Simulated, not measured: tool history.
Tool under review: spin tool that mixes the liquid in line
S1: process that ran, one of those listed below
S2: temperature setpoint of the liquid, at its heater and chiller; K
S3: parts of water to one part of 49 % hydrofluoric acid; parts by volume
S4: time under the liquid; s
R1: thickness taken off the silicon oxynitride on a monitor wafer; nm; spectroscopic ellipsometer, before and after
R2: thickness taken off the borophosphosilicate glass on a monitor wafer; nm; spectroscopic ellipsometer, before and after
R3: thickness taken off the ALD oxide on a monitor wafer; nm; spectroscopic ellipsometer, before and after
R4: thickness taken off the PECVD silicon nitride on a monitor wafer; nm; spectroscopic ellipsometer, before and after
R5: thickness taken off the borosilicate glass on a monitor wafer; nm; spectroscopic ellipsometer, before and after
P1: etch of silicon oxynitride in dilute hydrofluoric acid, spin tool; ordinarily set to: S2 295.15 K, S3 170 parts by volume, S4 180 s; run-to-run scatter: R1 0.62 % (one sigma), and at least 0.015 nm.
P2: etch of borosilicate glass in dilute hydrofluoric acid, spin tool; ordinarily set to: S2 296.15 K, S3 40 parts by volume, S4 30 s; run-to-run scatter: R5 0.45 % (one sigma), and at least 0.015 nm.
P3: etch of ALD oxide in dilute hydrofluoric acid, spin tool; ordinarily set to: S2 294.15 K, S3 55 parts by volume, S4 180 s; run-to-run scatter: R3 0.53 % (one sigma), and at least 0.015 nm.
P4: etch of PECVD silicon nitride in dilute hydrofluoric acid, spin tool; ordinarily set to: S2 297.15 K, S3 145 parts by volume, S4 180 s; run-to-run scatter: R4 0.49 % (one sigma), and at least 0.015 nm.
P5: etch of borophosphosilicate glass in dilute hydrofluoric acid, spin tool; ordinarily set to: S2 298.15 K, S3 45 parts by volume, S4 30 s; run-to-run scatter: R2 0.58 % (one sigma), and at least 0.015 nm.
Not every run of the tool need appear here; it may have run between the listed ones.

run 1 day=0.350 | S1=P1 S2=295.15 S3=170 S4=180 | R1=4.06000
run 2 day=0.579 | S1=P5 S2=298.15 S3=45 S4=60 | R2=74.630
run 3 day=0.854 | S1=P1 S2=295.15 S3=170 S4=180 | R1=4.09480
run 4 day=1.158 | S1=P3 S2=294.15 S3=55 S4=180 | R3=42.1500
run 5 day=1.425 | S1=P1 S2=295.15 S3=170 S4=335 | R1=7.66550
run 6 day=1.696 | S1=P1 S2=295.15 S3=170 S4=180 | R1=4.07510
run 7 day=2.083 | S1=P5 S2=298.15 S3=70 S4=30 | R2=23.475
run 8 day=2.538 | S1=P1 S2=295.15 S3=30 S4=180 | R1=25.72600
run 9 day=3.021 | S1=P4 S2=291.15 S3=145 S4=180 | R4=3.3643
run 10 day=3.454 | S1=P5 S2=293.65 S3=45 S4=30 | R2=31.257
run 11 day=3.846 | S1=P1 S2=295.15 S3=170 S4=15 | R1=0.33357
run 12 day=4.304 | S1=P4 S2=297.15 S3=145 S4=325 | R4=9.0769
run 13 day=4.658 | S1=P2 S2=296.15 S3=40 S4=30 | R5=30.158
run 14 day=4.900 | S1=P2 S2=291.15 S3=40 S4=30 | R5=24.223
run 15 day=5.158 | S1=P4 S2=297.15 S3=145 S4=180 | R4=4.9992
run 16 day=5.442 | S1=P5 S2=298.15 S3=45 S4=30 | R2=37.670
run 17 day=5.908 | S1=P4 S2=297.15 S3=40 S4=180 | R4=17.7130
run 18 day=6.212 | S1=P2 S2=296.15 S3=65 S4=30 | R5=17.865
run 19 day=6.538 | S1=P1 S2=299.15 S3=170 S4=180 | R1=4.89210
run 20 day=6.846 | S1=P2 S2=296.15 S3=40 S4=30 | R5=30.024
run 21 day=7.217 | S1=P4 S2=297.15 S3=145 S4=180 | R4=4.9402
run 22 day=7.542 | S1=P1 S2=295.15 S3=275 S4=350 | R1=4.53910
run 23 day=7.950 | S1=P1 S2=290.15 S3=170 S4=180 | R1=3.19550
run 24 day=8.308 | S1=P1 S2=301.15 S3=170 S4=340 | R1=9.96970
run 25 day=8.721 | S1=P1 S2=295.15 S3=170 S4=180 | R1=4.06730
run 26 day=8.958 | S1=P2 S2=296.15 S3=40 S4=15 | R5=15.043
run 27 day=9.308 | S1=P3 S2=294.15 S3=55 S4=15 | R3=3.5183
run 28 day=9.717 | S1=P3 S2=294.15 S3=85 S4=180 | R3=26.1830
run 29 day=10.046 | S1=P1 S2=295.15 S3=255 S4=180 | R1=2.54980
run 30 day=10.492 | S1=P3 S2=300.15 S3=55 S4=180 | R3=53.7160
run 31 day=10.908 | S1=P1 S2=295.15 S3=170 S4=180 | R1=4.11860
run 32 day=11.279 | S1=P1 S2=295.15 S3=170 S4=180 | R1=4.30370
run 33 day=11.721 | S1=P1 S2=295.15 S3=170 S4=180 | R1=4.37260

Forecast run 34:
run 34 day=12.117 | S1=P1 S2=295.15 S3=170 S4=180 | R1=?

{"run 34": {"R1": 4.4261}}

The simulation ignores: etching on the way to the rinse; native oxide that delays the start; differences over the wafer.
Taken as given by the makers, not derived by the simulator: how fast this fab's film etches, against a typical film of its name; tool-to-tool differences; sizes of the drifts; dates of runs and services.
